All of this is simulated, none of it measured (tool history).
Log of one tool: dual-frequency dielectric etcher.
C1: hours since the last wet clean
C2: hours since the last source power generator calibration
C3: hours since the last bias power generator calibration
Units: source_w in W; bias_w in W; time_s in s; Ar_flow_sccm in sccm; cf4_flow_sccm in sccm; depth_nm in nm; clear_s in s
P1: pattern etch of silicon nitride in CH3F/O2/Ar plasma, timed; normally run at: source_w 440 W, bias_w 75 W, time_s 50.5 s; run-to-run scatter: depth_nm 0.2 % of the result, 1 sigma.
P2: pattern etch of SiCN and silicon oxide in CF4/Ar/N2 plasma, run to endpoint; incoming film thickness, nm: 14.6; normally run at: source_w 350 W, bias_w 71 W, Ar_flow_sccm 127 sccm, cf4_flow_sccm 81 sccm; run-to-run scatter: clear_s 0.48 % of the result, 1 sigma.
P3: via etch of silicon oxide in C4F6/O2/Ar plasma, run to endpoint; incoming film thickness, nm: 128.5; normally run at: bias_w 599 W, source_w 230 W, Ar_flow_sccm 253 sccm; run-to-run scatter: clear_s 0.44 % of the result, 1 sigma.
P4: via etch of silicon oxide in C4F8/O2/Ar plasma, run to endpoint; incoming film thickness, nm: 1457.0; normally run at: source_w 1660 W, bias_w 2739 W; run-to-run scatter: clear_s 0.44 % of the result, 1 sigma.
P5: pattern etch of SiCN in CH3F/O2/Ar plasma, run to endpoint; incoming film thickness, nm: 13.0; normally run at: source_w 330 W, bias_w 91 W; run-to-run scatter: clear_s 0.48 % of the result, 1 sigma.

{"run": 1, "hour": 10.3, "process": "P1", "source_w": 440, "bias_w": 75, "time_s": 50.5, "C1": 219.8, "C2": 1678.3, "C3": 706.7, "depth_nm": 36.498}
{"run": 2, "hour": 16.8, "process": "P1", "source_w": 440, "bias_w": 75, "time_s": 50.5, "C1": 226.3, "C2": 1684.8, "C3": 713.2, "depth_nm": 36.505}
{"run": 3, "hour": 26.1, "process": "P5", "source_w": 330, "bias_w": 91, "C1": 235.6, "C2": 1694.1, "C3": 722.5, "clear_s": 33.987}
{"run": 4, "hour": 33.5, "process": "P1", "source_w": 550, "bias_w": 97, "time_s": 50.5, "C1": 243.0, "C2": 1701.5, "C3": 729.9, "depth_nm": 43.394}
{"run": 5, "hour": 42.7, "process": "P1", "source_w": 440, "bias_w": 75, "time_s": 65.0, "C1": 252.2, "C2": 1710.7, "C3": 739.1, "depth_nm": 47.09}
{"run": 6, "hour": 51.7, "process": "P5", "source_w": 330, "bias_w": 59, "C1": 261.2, "C2": 1719.7, "C3": 748.1, "clear_s": 39.844}
{"run": 7, "hour": 61.8, "process": "P3", "source_w": 230, "bias_w": 599, "Ar_flow_sccm": 153, "C1": 271.3, "C2": 1729.8, "C3": 758.2, "clear_s": 31.09}
{"run": 8, "hour": 70.9, "process": "P1", "source_w": 440, "bias_w": 75, "time_s": 50.5, "C1": 280.4, "C2": 1738.9, "C3": 767.3, "depth_nm": 36.567}
{"run": 9, "hour": 79.9, "process": "P4", "source_w": 1660, "bias_w": 3874, "C1": 289.4, "C2": 1747.9, "C3": 776.3, "clear_s": 262.81}
{"run": 10, "hour": 87.4, "process": "P1", "source_w": 360, "bias_w": 75, "time_s": 50.5, "C1": 296.9, "C2": 1755.4, "C3": 783.8, "depth_nm": 33.975}
{"run": 11, "hour": 97.9, "process": "P1", "source_w": 440, "bias_w": 92, "time_s": 50.5, "C1": 307.4, "C2": 1765.9, "C3": 794.3, "depth_nm": 39.295}
{"run": 12, "hour": 105.7, "process": "P1", "source_w": 440, "bias_w": 75, "time_s": 50.5, "C1": 315.2, "C2": 1773.7, "C3": 802.1, "depth_nm": 36.566}
{"run": 13, "hour": 111.3, "process": "P2", "source_w": 350, "bias_w": 71, "Ar_flow_sccm": 161, "cf4_flow_sccm": 81, "C1": 320.8, "C2": 1779.3, "C3": 807.7, "clear_s": 22.811}
{"run": 14, "hour": 118.2, "process": "P3", "source_w": 300, "bias_w": 599, "Ar_flow_sccm": 253, "C1": 327.7, "C2": 1786.2, "C3": 814.6, "clear_s": 29.887}
{"run": 15, "hour": 128.5, "process": "P1", "source_w": 440, "bias_w": 61, "time_s": 50.5, "C1": 338.0, "C2": 1796.5, "C3": 824.9, "depth_nm": 34.145}
{"run": 16, "hour": 137.9, "process": "P2", "source_w": 350, "bias_w": 41, "Ar_flow_sccm": 127, "cf4_flow_sccm": 81, "C1": 347.4, "C2": 1805.9, "C3": 834.3, "clear_s": 26.301}
{"run": 17, "hour": 147.0, "process": "P1", "source_w": 440, "bias_w": 75, "time_s": 50.5, "C1": 356.5, "C2": 1815.0, "C3": 843.4, "depth_nm": 36.394}
{"run": 18, "hour": 155.1, "process": "P2", "source_w": 350, "bias_w": 71, "Ar_flow_sccm": 127, "cf4_flow_sccm": 64, "C1": 364.6, "C2": 1823.1, "C3": 851.5, "clear_s": 22.557}
{"run": 19, "hour": 160.9, "process": "P2", "source_w": 350, "bias_w": 71, "Ar_flow_sccm": 127, "cf4_flow_sccm": 81, "C1": 370.4, "C2": 1828.9, "C3": 857.3, "clear_s": 21.972}
{"run": 20, "hour": 166.9, "process": "P3", "source_w": 230, "bias_w": 599, "Ar_flow_sccm": 253, "C1": 376.4, "C2": 1834.9, "C3": 863.3, "clear_s": 32.624}
{"run": 21, "hour": 172.7, "process": "P1", "source_w": 440, "bias_w": 75, "time_s": 50.5, "C1": 382.2, "C2": 1840.7, "C3": 869.1, "depth_nm": 36.441}
{"run": 22, "hour": 179.6, "process": "P2", "source_w": 470, "bias_w": 71, "Ar_flow_sccm": 127, "cf4_flow_sccm": 81, "C1": 389.1, "C2": 1847.6, "C3": 876.0, "clear_s": 17.026}
{"run": 23, "hour": 188.5, "process": "P4", "source_w": 1660, "bias_w": 2739, "C1": 398.0, "C2": 1856.5, "C3": 884.9, "clear_s": 291.57}
{"run": 24, "hour": 197.5, "process": "P2", "source_w": 350, "bias_w": 71, "Ar_flow_sccm": 127, "cf4_flow_sccm": 81, "C1": 407.0, "C2": 1865.5, "C3": 893.9, "clear_s": 21.8}
{"run": 25, "hour": 208.1, "process": "P1", "source_w": 590, "bias_w": 48, "time_s": 50.5, "C1": 417.6, "C2": 1876.1, "C3": 904.5, "depth_nm": 35.528}
{"run": 26, "hour": 216.7, "process": "P1", "source_w": 440, "bias_w": 75, "time_s": 50.5, "C1": 426.2, "C2": 1884.7, "C3": 913.1, "depth_nm": 36.605}
{"run": 27, "hour": 223.0, "process": "P4", "source_w": 1070, "bias_w": 2739, "C1": 432.5, "C2": 1891.0, "C3": 919.4, "clear_s": 349.03}
{"run": 28, "hour": 229.3, "process": "P5", "source_w": 330, "bias_w": 91, "C1": 438.8, "C2": 1897.3, "C3": 925.7, "clear_s": 33.619}
{"run": 29, "hour": 235.6, "process": "P5", "source_w": 410, "bias_w": 91, "C1": 445.1, "C2": 1903.6, "C3": 932.0, "clear_s": 31.448}
{"run": 30, "hour": 243.2, "process": "P1", "source_w": 440, "bias_w": 75, "time_s": 31.5, "C1": 452.7, "C2": 1911.2, "C3": 939.6, "depth_nm": 22.779}
{"run": 31, "hour": 253.3, "process": "P1", "source_w": 590, "bias_w": 75, "time_s": 50.5, "C1": 462.8, "C2": 1921.3, "C3": 949.7, "depth_nm": 40.749}
{"run": 32, "hour": 258.7, "process": "P3", "source_w": 230, "bias_w": 396, "Ar_flow_sccm": 253, "C1": 468.2, "C2": 1926.7, "C3": 955.1, "clear_s": 38.547}
{"run": 33, "hour": 268.6, "process": "P1", "source_w": 440, "bias_w": 75, "time_s": 50.5, "C1": 478.1, "C2": 1936.6, "C3": 965.0, "depth_nm": 36.485}
{"run": 34, "hour": 274.4, "process": "P1", "source_w": 440, "bias_w": 75, "time_s": 50.5, "C1": 483.9, "C2": 1942.4, "C3": 970.8, "depth_nm": 36.366}
{"run": 35, "hour": 279.4, "process": "P1", "source_w": 440, "bias_w": 75, "time_s": 50.5, "C1": 488.9, "C2": 1947.4, "C3": 975.8, "depth_nm": 36.17}
{"run": 36, "hour": 286.0, "process": "P1", "source_w": 440, "bias_w": 75, "time_s": 50.5, "C1": 495.5, "C2": 1954.0, "C3": 982.4, "depth_nm": 36.041}
{"run": 37, "hour": 292.4, "process": "P1", "source_w": 440, "bias_w": 75, "time_s": 50.5, "C1": 501.9, "C2": 1960.4, "C3": 988.8, "depth_nm": 36.038}
{"hour": 295.3, "done": "wet clean of the chamber"}
{"run": 38, "hour": 301.2, "process": "P1", "source_w": 440, "bias_w": 75, "time_s": 50.5, "C1": 5.9, "C2": 1969.2, "C3": 997.6, "depth_nm": 35.935}
{"run": 39, "hour": 306.7, "process": "P1", "source_w": 440, "bias_w": 75, "time_s": 50.5, "C1": 11.4, "C2": 1974.7, "C3": 1003.1, "depth_nm": 36.036}

The next listed run, before its measurement:
{"run": 40, "hour": 315.0, "process": "P1", "source_w": 440, "bias_w": 75, "time_s": 50.5, "C1": 19.7, "C2": 1983.0, "C3": 1011.4, "depth_nm": "?"}

{"run 40": {"depth_nm": 36.052}}
